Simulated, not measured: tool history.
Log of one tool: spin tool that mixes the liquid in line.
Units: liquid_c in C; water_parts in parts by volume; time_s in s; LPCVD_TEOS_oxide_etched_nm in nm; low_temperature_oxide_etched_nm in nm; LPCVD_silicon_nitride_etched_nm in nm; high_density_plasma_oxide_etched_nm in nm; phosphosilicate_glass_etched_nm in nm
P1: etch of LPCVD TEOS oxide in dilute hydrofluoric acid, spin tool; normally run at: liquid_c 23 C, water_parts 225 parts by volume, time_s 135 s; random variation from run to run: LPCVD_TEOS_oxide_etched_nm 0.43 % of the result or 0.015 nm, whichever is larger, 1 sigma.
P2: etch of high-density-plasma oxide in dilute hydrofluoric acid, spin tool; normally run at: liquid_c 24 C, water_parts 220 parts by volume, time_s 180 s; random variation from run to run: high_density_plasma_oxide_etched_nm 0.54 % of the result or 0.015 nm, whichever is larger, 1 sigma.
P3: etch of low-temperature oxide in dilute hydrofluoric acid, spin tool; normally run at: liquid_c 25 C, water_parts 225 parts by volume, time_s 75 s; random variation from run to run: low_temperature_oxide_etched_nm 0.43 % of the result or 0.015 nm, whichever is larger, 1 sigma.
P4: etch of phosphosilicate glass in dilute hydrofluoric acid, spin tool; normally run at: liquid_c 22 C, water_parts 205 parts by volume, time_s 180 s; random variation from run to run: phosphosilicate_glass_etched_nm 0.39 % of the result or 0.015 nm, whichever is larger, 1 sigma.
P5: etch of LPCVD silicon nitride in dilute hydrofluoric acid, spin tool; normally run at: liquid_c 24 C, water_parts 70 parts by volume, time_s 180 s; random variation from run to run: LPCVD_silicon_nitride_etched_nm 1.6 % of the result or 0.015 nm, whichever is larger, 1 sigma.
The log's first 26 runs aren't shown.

run,hour,process,liquid_c,water_parts,time_s,hours since the thermometer was replaced,hours since the hydrofluoric acid flow meter was replaced,LPCVD_TEOS_oxide_etched_nm,low_temperature_oxide_etched_nm,LPCVD_silicon_nitride_etched_nm,high_density_plasma_oxide_etched_nm,phosphosilicate_glass_etched_nm
27,361.6,P4,30,205,180,1150.6,836,,,,,58.528
28,376.1,P5,32,70,180,1165.1,850.5,,,2.3859,,
29,384.8,P1,26.5,310,135,1173.8,859.2,8.0747,,,,
30,397.6,P2,24,220,180,1186.6,872,,,,3.8952,
31,405.6,P5,24,70,180,1194.6,880,,,1.3788,,
32,417.4,P1,23,225,135,1206.4,891.8,10.761,,,,
33,427.3,P1,23,225,135,1216.3,901.7,10.688,,,,
34,442.7,P1,23,225,135,1231.7,917.1,10.969,,,,
35,451.2,P1,23,225,135,1240.2,925.6,11.269,,,,
36,461.7,P1,23,225,135,1250.7,936.1,11.358,,,,
37,475.6,P1,23,225,135,1264.6,950,11.439,,,,
38,486.6,P1,23,225,135,1275.6,961,11.508,,,,
39,503.7,P1,23,225,135,1292.7,978.1,11.612,,,,
40,517.7,P1,23,225,135,1306.7,992.1,11.549,,,,
41,533.7,P1,23,225,135,1322.7,1008.1,11.574,,,,
42,547.2,P1,23,225,135,1336.2,1021.6,11.585,,,,

Run 43 comes next. What will it give?
43,561.1,P1,23,225,135,1350.1,1035.5,?,,,,

LPCVD_TEOS_oxide_etched_nm: 11.675 nm
